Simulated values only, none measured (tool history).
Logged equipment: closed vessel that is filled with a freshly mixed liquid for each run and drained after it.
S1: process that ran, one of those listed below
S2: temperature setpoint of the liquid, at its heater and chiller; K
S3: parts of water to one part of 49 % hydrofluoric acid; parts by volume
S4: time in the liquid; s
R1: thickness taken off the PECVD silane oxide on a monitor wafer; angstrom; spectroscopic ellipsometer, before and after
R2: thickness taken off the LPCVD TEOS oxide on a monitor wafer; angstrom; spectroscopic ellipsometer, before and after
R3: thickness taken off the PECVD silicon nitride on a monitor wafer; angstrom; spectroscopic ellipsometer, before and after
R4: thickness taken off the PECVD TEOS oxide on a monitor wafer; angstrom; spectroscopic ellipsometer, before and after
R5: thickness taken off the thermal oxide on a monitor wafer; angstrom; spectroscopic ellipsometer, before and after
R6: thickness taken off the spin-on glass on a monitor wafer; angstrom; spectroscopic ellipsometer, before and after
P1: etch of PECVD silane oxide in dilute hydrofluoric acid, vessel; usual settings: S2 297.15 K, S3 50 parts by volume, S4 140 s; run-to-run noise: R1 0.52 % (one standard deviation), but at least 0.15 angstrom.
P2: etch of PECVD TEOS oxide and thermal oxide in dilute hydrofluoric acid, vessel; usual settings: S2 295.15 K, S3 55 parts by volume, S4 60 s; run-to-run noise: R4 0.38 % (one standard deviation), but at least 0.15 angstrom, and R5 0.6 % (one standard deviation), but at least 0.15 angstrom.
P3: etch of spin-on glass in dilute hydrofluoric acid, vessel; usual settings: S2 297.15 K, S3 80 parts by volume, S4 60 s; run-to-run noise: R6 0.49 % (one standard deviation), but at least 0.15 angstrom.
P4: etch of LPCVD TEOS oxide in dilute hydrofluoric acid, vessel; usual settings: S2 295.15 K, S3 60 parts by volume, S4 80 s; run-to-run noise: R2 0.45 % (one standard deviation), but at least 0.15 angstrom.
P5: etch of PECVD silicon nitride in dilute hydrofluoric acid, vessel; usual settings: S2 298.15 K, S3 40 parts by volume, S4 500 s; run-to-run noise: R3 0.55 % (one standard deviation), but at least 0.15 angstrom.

run	hour	S1	S2	S3	S4	R1	R2	R3	R4	R5	R6
1	12.6	P1	297.15	50	140	463.040					
2	23.1	P4	295.15	60	30		128.90				
3	32.5	P5	298.15	20	500			607.38			
4	42.0	P1	297.15	50	140	465.120					
5	54.6	P1	297.15	50	140	461.810					
6	64.3	P1	297.15	50	140	458.880					
7	76.9	P1	297.15	50	140	463.500					
8	85.5	P2	290.15	55	60				130.05	41.172	
9	93.1	P1	290.15	50	140	342.580					
10	103.1	P2	295.15	55	60				161.64	50.393	
11	116.8	P1	297.15	75	140	295.590					
12	123.9	P3	297.15	80	60						385.02
13	131.0	P1	297.15	50	240	790.730					
14	139.8	P4	295.15	60	80		343.72				
15	151.0	P5	292.15	40	500			205.38			
16	156.9	P1	293.15	50	200	555.170					
17	168.5	P1	302.65	50	140	576.200					
18	177.3	P5	298.15	40	200			123.32			
19	188.2	P4	300.15	60	80		423.45				
20	200.1	P3	297.15	145	60						196.28
21	206.9	P3	290.65	80	60						291.19
22	218.2	P5	298.15	40	500			309.48			
23	231.7	P1	304.15	85	140	338.910					
24	245.1	P3	297.15	80	60						382.90
25	255.4	P2	295.15	55	90				241.73	76.382	
26	262.6	P1	292.15	50	255	682.060					
27	272.7	P2	295.15	20	60				462.63	145.810	
28	283.0	P1	297.15	50	30	98.434					
29	294.6	P3	297.15	80	30						192.40
30	306.9	P2	295.15	55	60				161.31	50.033	
31	318.5	P5	298.15	40	500			311.49			
32	331.4	P4	295.15	85	80		237.60				
33	341.2	P1	297.15	20	140	1187.800					
34	349.6	P1	297.15	50	140	463.280					
35	361.0	P1	297.15	50	140	486.920					
36	373.7	P1	297.15	50	140	490.930					
37	385.6	P1	297.15	50	140	501.900					

Run 38 comes next. What will it give?
38	396.8	P1	297.15	50	140	?					

R1: 504.120 angstrom
